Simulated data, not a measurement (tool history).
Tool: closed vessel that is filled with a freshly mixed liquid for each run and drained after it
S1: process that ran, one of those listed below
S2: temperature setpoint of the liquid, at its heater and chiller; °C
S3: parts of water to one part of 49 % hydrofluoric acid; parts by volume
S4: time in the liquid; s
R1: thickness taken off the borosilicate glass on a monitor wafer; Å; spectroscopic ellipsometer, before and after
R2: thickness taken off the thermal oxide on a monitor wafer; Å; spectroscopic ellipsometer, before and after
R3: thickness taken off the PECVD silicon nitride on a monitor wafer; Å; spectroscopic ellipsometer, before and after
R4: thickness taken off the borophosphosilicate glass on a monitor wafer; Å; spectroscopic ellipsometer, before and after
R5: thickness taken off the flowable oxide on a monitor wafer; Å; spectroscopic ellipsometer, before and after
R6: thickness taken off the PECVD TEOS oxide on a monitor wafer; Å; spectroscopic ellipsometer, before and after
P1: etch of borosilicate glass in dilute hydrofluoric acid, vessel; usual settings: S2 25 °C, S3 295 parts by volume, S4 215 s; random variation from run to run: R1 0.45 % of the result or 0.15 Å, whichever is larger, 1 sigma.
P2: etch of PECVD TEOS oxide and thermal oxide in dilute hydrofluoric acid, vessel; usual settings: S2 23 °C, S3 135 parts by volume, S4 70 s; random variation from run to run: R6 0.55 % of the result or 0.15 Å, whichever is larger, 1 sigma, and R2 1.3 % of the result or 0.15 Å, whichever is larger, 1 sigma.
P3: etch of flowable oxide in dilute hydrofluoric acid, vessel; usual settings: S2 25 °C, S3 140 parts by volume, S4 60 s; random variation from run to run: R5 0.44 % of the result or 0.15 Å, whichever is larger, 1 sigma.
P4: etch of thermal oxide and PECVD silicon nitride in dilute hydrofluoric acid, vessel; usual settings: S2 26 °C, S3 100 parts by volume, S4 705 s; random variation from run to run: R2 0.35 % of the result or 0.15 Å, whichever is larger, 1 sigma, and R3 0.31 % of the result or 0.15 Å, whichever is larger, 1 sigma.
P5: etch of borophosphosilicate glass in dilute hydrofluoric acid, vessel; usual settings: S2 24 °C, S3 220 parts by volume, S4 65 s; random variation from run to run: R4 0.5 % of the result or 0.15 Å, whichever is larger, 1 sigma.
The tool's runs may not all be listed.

| run | hour | S1 | S2 | S3 | S4 | R1 | R2 | R3 | R4 | R5 | R6 |
|---|---|---|---|---|---|---|---|---|---|---|---|
| 1 | 12.7 | P1 | 25 | 295 | 215 | 281.35 |  |  |  |  |  |
| 2 | 21.5 | P4 | 26 | 100 | 705 |  | 325.31 | 433.76 |  |  |  |
| 3 | 28.1 | P1 | 25 | 295 | 75 | 98.608 |  |  |  |  |  |
| 4 | 39.4 | P5 | 24 | 220 | 30 |  |  |  | 63.903 |  |  |
| 5 | 46 | P4 | 26 | 170 | 705 |  | 175.64 | 253.85 |  |  |  |
| 6 | 59.6 | P3 | 25 | 140 | 30 |  |  |  |  | 68.587 |  |
| 7 | 72 | P1 | 25 | 295 | 215 | 280.19 |  |  |  |  |  |
| 8 | 80.6 | P4 | 18.5 | 100 | 705 |  | 242.72 | 261.68 |  |  |  |
| 9 | 93.5 | P3 | 25 | 140 | 60 |  |  |  |  | 137.39 |  |
| 10 | 105.9 | P1 | 25 | 295 | 340 | 444.49 |  |  |  |  |  |
| 11 | 116.2 | P4 | 26 | 100 | 30 |  | 13.842 | 18.186 |  |  |  |
| 12 | 128.3 | P2 | 23 | 135 | 70 |  | 21.572 |  |  |  | 77.396 |
| 13 | 138.4 | P3 | 25 | 140 | 60 |  |  |  |  | 136.79 |  |
| 14 | 145.8 | P1 | 20 | 200 | 215 | 378.26 |  |  |  |  |  |
| 15 | 153.1 | P2 | 23 | 215 | 70 |  | 11.865 |  |  |  | 44.21 |
| 16 | 165.6 | P1 | 25 | 295 | 215 | 279.84 |  |  |  |  |  |
| 17 | 175.9 | P5 | 24 | 390 | 65 |  |  |  | 67.289 |  |  |
| 18 | 182.8 | P2 | 23 | 135 | 70 |  | 21.446 |  |  |  | 76.478 |
| 19 | 196 | P1 | 25 | 540 | 215 | 123.01 |  |  |  |  |  |
| 20 | 203.3 | P3 | 21.5 | 140 | 60 |  |  |  |  | 121.09 |  |
| 21 | 209.4 | P1 | 25 | 75 | 215 | 1412.5 |  |  |  |  |  |
| 22 | 221 | P2 | 23 | 135 | 30 |  | 8.9199 |  |  |  | 32.95 |

The next listed run, before its measurement:
| 23 | 234 | P5 | 19 | 220 | 65 |  |  |  | ? |  |  |

Run 23 gave R4 115.01 Å.
